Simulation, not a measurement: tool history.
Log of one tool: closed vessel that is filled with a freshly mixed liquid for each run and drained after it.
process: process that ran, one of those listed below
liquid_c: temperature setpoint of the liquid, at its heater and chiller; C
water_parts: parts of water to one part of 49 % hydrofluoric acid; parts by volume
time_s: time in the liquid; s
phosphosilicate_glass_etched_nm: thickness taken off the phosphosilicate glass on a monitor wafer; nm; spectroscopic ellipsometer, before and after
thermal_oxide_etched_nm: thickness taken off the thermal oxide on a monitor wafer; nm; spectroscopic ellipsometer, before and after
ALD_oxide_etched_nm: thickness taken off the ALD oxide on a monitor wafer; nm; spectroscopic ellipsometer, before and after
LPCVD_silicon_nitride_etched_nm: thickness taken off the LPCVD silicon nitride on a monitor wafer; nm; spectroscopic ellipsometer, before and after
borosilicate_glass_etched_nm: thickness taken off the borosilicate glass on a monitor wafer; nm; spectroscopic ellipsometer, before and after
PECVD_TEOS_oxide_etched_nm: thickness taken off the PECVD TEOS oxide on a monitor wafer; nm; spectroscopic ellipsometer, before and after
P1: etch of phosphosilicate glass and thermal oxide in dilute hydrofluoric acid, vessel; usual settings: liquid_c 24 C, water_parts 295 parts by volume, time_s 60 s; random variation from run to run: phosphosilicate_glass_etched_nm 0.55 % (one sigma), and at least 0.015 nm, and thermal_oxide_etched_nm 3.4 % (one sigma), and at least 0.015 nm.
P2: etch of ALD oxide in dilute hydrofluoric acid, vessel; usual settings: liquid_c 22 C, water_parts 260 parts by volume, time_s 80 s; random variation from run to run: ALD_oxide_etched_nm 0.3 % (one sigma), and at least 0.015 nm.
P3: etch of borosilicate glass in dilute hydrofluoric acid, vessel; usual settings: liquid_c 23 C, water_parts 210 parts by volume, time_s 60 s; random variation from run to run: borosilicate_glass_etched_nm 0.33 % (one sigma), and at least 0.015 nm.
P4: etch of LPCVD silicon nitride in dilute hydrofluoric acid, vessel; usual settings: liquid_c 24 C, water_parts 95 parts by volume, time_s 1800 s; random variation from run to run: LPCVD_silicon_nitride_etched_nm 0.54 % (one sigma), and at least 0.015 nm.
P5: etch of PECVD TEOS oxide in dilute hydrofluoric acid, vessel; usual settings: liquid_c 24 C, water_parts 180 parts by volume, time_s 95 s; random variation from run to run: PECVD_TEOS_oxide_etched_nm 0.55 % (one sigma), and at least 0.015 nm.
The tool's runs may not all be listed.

run	hour	process	liquid_c	water_parts	time_s	hours since the thermometer was replaced	hours since the hydrofluoric acid flow meter was replaced	phosphosilicate_glass_etched_nm	thermal_oxide_etched_nm	ALD_oxide_etched_nm	LPCVD_silicon_nitride_etched_nm	borosilicate_glass_etched_nm	PECVD_TEOS_oxide_etched_nm
1	8.1	P1	24	295	60	921	1411.4	12.375	0.80843				
2	15.6	P1	24	295	60	928.5	1418.9	12.317	0.78979				
3	21.5	P2	22	260	150	934.4	1424.8			13.088			
4	31.3	P1	24	295	60	944.2	1434.6	12.412	0.76075				
5	40.1	P2	22	445	80	953	1443.4			3.4515			
6	49	P2	22	260	80	961.9	1452.3			6.9821			
7	56.4	P1	24	295	60	969.3	1459.7	12.285	0.71725				
8	65.9	P1	29	295	60	978.8	1469.2	14.697	0.89758				
9	75.5	P1	24	150	60	988.4	1478.8	28.546	1.6518				
10	85.2	P4	29.5	95	1800	998.1	1488.5				13.163		
11	95.2	P1	24	295	105	1008.1	1498.5	21.916	1.2966				
12	102.5	P4	24	95	1800	1015.4	1505.8				9.2009		
13	107.5	P3	23	210	60	1020.4	1510.8					9.1956	
# hour 107.8: thermometer replaced
14	115.9	P1	24	295	35	8.2	1519.2	7.298	0.43366				
15	121	P2	28	260	80	13.3	1524.3			8.6797			
16	129.5	P1	24	125	110	21.8	1532.8	64.448	3.8386				
17	140.4	P4	24	95	3385	32.7	1543.7				17.349		
18	149.1	P5	24	180	95	41.4	1552.4						5.8824
19	155.4	P5	24	180	135	47.7	1558.7						8.4927
20	160.4	P1	17	295	60	52.7	1563.7	9.5607	0.6025				
21	168.4	P3	23	210	60	60.7	1571.7					9.1855	
22	173.6	P3	23	110	60	65.9	1576.9					19.526	
23	182	P4	24	170	1800	74.3	1585.3				5.1735		
24	192.5	P5	24	180	95	84.8	1595.8						5.8666
25	202	P1	31.5	515	60	94.3	1605.3	7.2352	0.44624				
26	210.6	P5	30.5	180	95	102.9	1613.9						7.4207
27	217.2	P4	24	95	1800	109.5	1620.5				9.288		
28	224.4	P1	24	295	60	116.7	1627.7	12.396	0.7792				
# hour 231.1: hydrofluoric acid flow meter replaced
29	232.4	P1	24	535	60	124.7	1.3	5.4711	0.34889				
30	239.8	P5	24	305	95	132.1	8.7						3.0255
31	250.3	P3	23	210	110	142.6	19.2					16.929	
32	261.9	P3	31	210	60	154.2	30.8					12.247	
33	270	P1	24	295	60	162.3	38.9	12.334	0.77098				
34	279.5	P1	24	295	60	171.8	48.4	12.649	0.78148				
35	287.6	P1	24	295	60	179.9	56.5	13.053	0.74415				
36	295.8	P1	24	295	60	188.1	64.7	13.187	0.82079				
37	306.6	P1	24	295	60	198.9	75.5	13.312	0.76135				
38	313.5	P1	24	295	60	205.8	82.4	13.296	0.85725				
39	322.7	P1	24	295	60	215	91.6	13.308	0.82428				
40	333.4	P1	24	295	60	225.7	102.3	13.417	0.80867				

Run 41 comes next. What will it give?
41	343	P1	24	295	60	235.3	111.9	?	?				

{"run 41": {"phosphosilicate_glass_etched_nm": 13.464, "thermal_oxide_etched_nm": 0.81441}}
